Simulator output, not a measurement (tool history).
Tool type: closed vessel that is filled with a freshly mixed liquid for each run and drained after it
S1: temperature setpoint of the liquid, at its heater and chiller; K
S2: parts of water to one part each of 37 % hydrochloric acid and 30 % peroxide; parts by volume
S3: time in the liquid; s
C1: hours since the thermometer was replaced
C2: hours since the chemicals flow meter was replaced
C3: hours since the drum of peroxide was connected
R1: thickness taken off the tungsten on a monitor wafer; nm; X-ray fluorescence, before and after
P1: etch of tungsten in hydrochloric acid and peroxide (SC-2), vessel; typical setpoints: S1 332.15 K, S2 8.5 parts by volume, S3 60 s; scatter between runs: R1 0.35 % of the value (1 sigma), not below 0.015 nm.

run	hour	S1	S2	S3	C1	C2	C3	R1
1	9.0	332.15	8.5	60	1094.6	440.6	755.1	32.982
2	16.1	332.15	8.5	115	1101.7	447.7	762.2	63.175
3	30.3	345.15	8.5	30	1115.9	461.9	776.4	36.295
4	40.8	323.65	4.0	60	1126.4	472.4	786.9	33.002
5	51.0	332.15	13.0	60	1136.6	482.6	797.1	23.036
# hour 53.6: thermometer replaced
# hour 60.1: new drum of peroxide connected
6	61.0	316.15	8.5	60	7.5	492.6	0.9	11.356
7	72.9	332.15	8.5	60	19.4	504.5	12.8	33.032
8	81.9	332.15	8.5	60	28.4	513.5	21.8	32.721
9	92.3	332.15	8.5	30	38.8	523.9	32.2	16.414
10	105.6	340.15	8.5	30	52.1	537.2	45.5	26.919
11	112.2	332.15	8.5	60	58.7	543.8	52.1	32.854
12	125.0	332.15	4.0	60	71.5	556.6	64.9	57.880
13	137.4	344.15	8.5	60	83.9	569.0	77.3	68.274
14	152.2	332.15	8.5	60	98.7	583.8	92.1	33.101
15	160.0	332.15	8.5	60	106.5	591.6	99.9	33.790
16	168.4	332.15	8.5	60	114.9	600.0	108.3	35.036

The next listed run, before its measurement:
17	179.3	332.15	8.5	60	125.8	610.9	119.2	?

{"run 17": {"R1": 35.363}}
